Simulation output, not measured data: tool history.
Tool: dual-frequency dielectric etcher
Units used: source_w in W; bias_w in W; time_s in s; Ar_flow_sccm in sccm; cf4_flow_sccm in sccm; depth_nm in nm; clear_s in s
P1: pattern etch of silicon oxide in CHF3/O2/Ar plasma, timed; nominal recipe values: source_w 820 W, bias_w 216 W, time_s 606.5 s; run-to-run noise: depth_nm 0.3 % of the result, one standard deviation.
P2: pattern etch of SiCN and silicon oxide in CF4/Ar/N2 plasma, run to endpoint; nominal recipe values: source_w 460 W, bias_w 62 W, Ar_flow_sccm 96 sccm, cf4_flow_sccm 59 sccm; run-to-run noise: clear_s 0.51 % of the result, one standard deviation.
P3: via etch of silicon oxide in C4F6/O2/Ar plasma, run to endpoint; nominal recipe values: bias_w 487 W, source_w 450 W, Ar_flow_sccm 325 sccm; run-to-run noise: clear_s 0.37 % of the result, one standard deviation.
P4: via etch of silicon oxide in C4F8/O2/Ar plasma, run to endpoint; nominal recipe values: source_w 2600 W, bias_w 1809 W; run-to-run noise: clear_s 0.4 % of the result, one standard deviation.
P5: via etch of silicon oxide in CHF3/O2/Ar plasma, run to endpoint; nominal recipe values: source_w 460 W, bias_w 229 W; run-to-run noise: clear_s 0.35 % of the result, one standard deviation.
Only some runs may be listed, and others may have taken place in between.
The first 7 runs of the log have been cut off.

run,day,process,source_w,bias_w,time_s,Ar_flow_sccm,cf4_flow_sccm,depth_nm,clear_s
8,2.054,P5,460,229,,,,,371.9
9,2.325,P2,460,62,,116,59,,18.173
10,2.65,P2,460,62,,96,36,,19.2
11,2.908,P5,460,303,,,,,335.1
12,3.092,P4,2600,2444,,,,,228.53
13,3.346,P1,820,216,333.5,,,797.54,
14,3.571,P3,450,487,,325,,,20.437
15,3.821,P3,450,487,,325,,,20.395
16,4.162,P2,460,86,,96,59,,15.79
17,4.488,P1,820,216,606.5,,,1443.6,
18,4.671,P1,820,216,606.5,,,1441.9,
19,5.046,P3,350,487,,325,,,22.288
20,5.283,P1,610,216,606.5,,,1288.8,
21,5.567,P1,820,216,606.5,,,1447.4,

Run 22, settings as shown, results not yet in. Your forecast:
22,5.921,P5,320,229,,,,,?

{"run 22": {"clear_s": 424.03}}
